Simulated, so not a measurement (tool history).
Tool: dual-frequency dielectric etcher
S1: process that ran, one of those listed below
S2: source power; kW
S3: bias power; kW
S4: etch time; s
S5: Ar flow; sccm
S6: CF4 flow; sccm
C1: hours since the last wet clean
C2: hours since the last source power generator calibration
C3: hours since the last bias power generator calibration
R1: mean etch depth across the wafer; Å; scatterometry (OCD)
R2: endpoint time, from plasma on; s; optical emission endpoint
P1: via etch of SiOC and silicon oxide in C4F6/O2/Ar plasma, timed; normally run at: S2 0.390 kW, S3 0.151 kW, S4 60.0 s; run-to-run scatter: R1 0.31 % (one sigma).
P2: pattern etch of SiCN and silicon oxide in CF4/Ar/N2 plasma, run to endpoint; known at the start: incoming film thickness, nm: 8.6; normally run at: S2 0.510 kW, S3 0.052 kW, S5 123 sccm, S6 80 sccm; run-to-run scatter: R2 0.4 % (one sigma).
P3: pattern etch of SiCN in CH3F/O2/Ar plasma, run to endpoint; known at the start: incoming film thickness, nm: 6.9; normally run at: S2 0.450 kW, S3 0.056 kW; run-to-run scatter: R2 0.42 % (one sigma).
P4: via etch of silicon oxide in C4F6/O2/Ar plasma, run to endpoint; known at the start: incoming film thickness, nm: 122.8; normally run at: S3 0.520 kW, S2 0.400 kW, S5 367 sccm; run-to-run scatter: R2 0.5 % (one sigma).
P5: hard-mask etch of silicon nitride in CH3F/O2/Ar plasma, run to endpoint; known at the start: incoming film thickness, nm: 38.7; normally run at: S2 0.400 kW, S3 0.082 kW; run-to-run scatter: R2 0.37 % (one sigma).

run 1 hour=6.8 | S1=P1 S2=0.390 S3=0.151 S4=60.0 | C1=451.4 C2=286.8 C3=923.4 | R1=637.37
run 2 hour=17.2 | S1=P2 S2=0.510 S3=0.052 S5=123 S6=61 | C1=461.8 C2=297.2 C3=933.8 | R2=10.3450
run 3 hour=23.9 | S1=P1 S2=0.390 S3=0.205 S4=60.0 | C1=468.5 C2=303.9 C3=940.5 | R1=701.43
run 4 hour=36.5 | S1=P4 S2=0.400 S3=0.520 S5=367 | C1=481.1 C2=316.5 C3=953.1 | R2=27.0500
run 5 hour=49.3 | S1=P3 S2=0.630 S3=0.056 | C1=493.9 C2=329.3 C3=965.9 | R2=16.7710
run 6 hour=60.0 | S1=P5 S2=0.270 S3=0.082 | C1=504.6 C2=340.0 C3=976.6 | R2=62.0330
run 7 hour=71.5 | S1=P1 S2=0.240 S3=0.151 S4=60.0 | C1=516.1 C2=351.5 C3=988.1 | R1=523.76
run 8 hour=80.4 | S1=P1 S2=0.390 S3=0.151 S4=88.0 | C1=525.0 C2=360.4 C3=997.0 | R1=930.82
run 9 hour=91.6 | S1=P5 S2=0.400 S3=0.082 | C1=536.2 C2=371.6 C3=1008.2 | R2=53.5860
run 10 hour=99.6 | S1=P1 S2=0.390 S3=0.112 S4=60.0 | C1=544.2 C2=379.6 C3=1016.2 | R1=579.15
run 11 hour=110.8 | S1=P3 S2=0.450 S3=0.056 | C1=555.4 C2=390.8 C3=1027.4 | R2=19.0100
run 12 hour=117.6 | S1=P1 S2=0.390 S3=0.151 S4=60.0 | C1=562.2 C2=397.6 C3=1034.2 | R1=638.56
run 13 hour=127.6 | S1=P1 S2=0.290 S3=0.207 S4=60.0 | C1=572.2 C2=407.6 C3=1044.2 | R1=627.18
run 14 hour=138.8 | S1=P1 S2=0.390 S3=0.093 S4=85.5 | C1=583.4 C2=418.8 C3=1055.4 | R1=788.48
run 15 hour=148.3 | S1=P1 S2=0.390 S3=0.151 S4=60.0 | C1=592.9 C2=428.3 C3=1064.9 | R1=635.58
run 16 hour=154.9 | S1=P4 S2=0.400 S3=0.736 S5=367 | C1=599.5 C2=434.9 C3=1071.5 | R2=23.7030
run 17 hour=167.9 | S1=P4 S2=0.560 S3=0.520 S5=367 | C1=612.5 C2=447.9 C3=1084.5 | R2=24.0270
run 18 hour=175.1 | S1=P1 S2=0.470 S3=0.151 S4=60.0 | C1=619.7 C2=455.1 C3=1091.7 | R1=684.70
run 19 hour=183.1 | S1=P1 S2=0.390 S3=0.151 S4=60.0 | C1=627.7 C2=463.1 C3=1099.7 | R1=633.09
run 20 hour=190.2 | S1=P2 S2=0.510 S3=0.052 S5=123 S6=80 | C1=634.8 C2=470.2 C3=1106.8 | R2=9.8716
run 21 hour=196.7 | S1=P2 S2=0.510 S3=0.052 S5=98 S6=80 | C1=641.3 C2=476.7 C3=1113.3 | R2=9.4675
run 22 hour=207.6 | S1=P2 S2=0.510 S3=0.032 S5=123 S6=80 | C1=652.2 C2=487.6 C3=1124.2 | R2=11.4220
run 23 hour=220.4 | S1=P2 S2=0.510 S3=0.052 S5=123 S6=80 | C1=665.0 C2=500.4 C3=1137.0 | R2=9.8574
run 24 hour=229.9 | S1=P4 S2=0.400 S3=0.520 S5=436 | C1=674.5 C2=509.9 C3=1146.5 | R2=27.7410
run 25 hour=239.5 | S1=P2 S2=0.720 S3=0.052 S5=123 S6=80 | C1=684.1 C2=519.5 C3=1156.1 | R2=7.2847
run 26 hour=248.6 | S1=P5 S2=0.400 S3=0.111 | C1=693.2 C2=528.6 C3=1165.2 | R2=48.0720
run 27 hour=254.9 | S1=P1 S2=0.390 S3=0.151 S4=60.0 | C1=699.5 C2=534.9 C3=1171.5 | R1=635.61
run 28 hour=261.1 | S1=P3 S2=0.450 S3=0.039 | C1=705.7 C2=541.1 C3=1177.7 | R2=21.3330
run 29 hour=273.8 | S1=P1 S2=0.390 S3=0.151 S4=35.0 | C1=718.4 C2=553.8 C3=1190.4 | R1=369.97
run 30 hour=285.6 | S1=P3 S2=0.450 S3=0.056 | C1=730.2 C2=565.6 C3=1202.2 | R2=19.2140
run 31 hour=296.3 | S1=P1 S2=0.390 S3=0.151 S4=60.0 | C1=740.9 C2=576.3 C3=1212.9 | R1=639.08
run 32 hour=306.1 | S1=P1 S2=0.390 S3=0.151 S4=60.0 | C1=750.7 C2=586.1 C3=1222.7 | R1=636.21
run 33 hour=313.0 | S1=P1 S2=0.390 S3=0.151 S4=60.0 | C1=757.6 C2=593.0 C3=1229.6 | R1=634.03
run 34 hour=322.3 | S1=P1 S2=0.390 S3=0.151 S4=60.0 | C1=766.9 C2=602.3 C3=1238.9 | R1=631.21
run 35 hour=332.8 | S1=P1 S2=0.390 S3=0.151 S4=60.0 | C1=777.4 C2=612.8 C3=1249.4 | R1=628.87
-- hour=338.5 wet clean of the chamber
run 36 hour=339.1 | S1=P1 S2=0.390 S3=0.151 S4=60.0 | C1=0.6 C2=619.1 C3=1255.7 | R1=627.31
run 37 hour=344.9 | S1=P1 S2=0.390 S3=0.151 S4=60.0 | C1=6.4 C2=624.9 C3=1261.5 | R1=624.61
run 38 hour=355.6 | S1=P1 S2=0.390 S3=0.151 S4=60.0 | C1=17.1 C2=635.6 C3=1272.2 | R1=623.14
run 39 hour=364.1 | S1=P1 S2=0.390 S3=0.151 S4=60.0 | C1=25.6 C2=644.1 C3=1280.7 | R1=625.06
run 40 hour=375.7 | S1=P1 S2=0.390 S3=0.151 S4=60.0 | C1=37.2 C2=655.7 C3=1292.3 | R1=623.57
run 41 hour=388.6 | S1=P1 S2=0.390 S3=0.151 S4=60.0 | C1=50.1 C2=668.6 C3=1305.2 | R1=627.58
run 42 hour=395.2 | S1=P1 S2=0.390 S3=0.151 S4=60.0 | C1=56.7 C2=675.2 C3=1311.8 | R1=627.44

What P1 gives has crept away from where it was. These 2 causes fit the log equally well, each at the size given:
A: source power that arrives under what is set, % = 3.86
B: bias power that arrives under what is set, % = 4.87
The creep began at about hour 306.1.
Why every other cause is out:
chamber walls in a state that lowers the etch rate, %: serviced at hour 338.5, which brought nothing back

4 check runs are offered, each on 2 wafers whose results are averaged, their results left as question marks. Which one tells the causes apart?
run check 1 hour=401.8 | S1=P3 S2=0.620 S3=0.043 | R2=?
run check 2 hour=401.8 | S1=P2 S2=0.720 S3=0.032 S5=123 S6=80 | R2=?
run check 3 hour=401.8 | S1=P5 S2=0.280 S3=0.109 | R2=?
run check 4 hour=401.8 | S1=P4 S2=0.550 S3=0.642 S5=367 | R2=?

What each check would give under each cause:
check=check_1 result=R2 if_A=18.6580 if_B=18.6420
check=check_2 result=R2 if_A=8.6476 if_B=8.4521
check=check_3 result=R2 if_A=55.9410 if_B=56.1910
check=check_4 result=R2 if_A=22.6130 if_B=22.7160
How far apart the two closest causes lie, in the result that separates them most: check 1 0.09 %; check 2 2.29 %; check 3 0.44 %; check 4 0.45 %
Only check 2 tells the causes apart: in the others they would give nearly the same result.

Check 2 was then run and gave: R2 8.6576 s. Which cause is it?

It is A: source power that arrives under what is set, %.
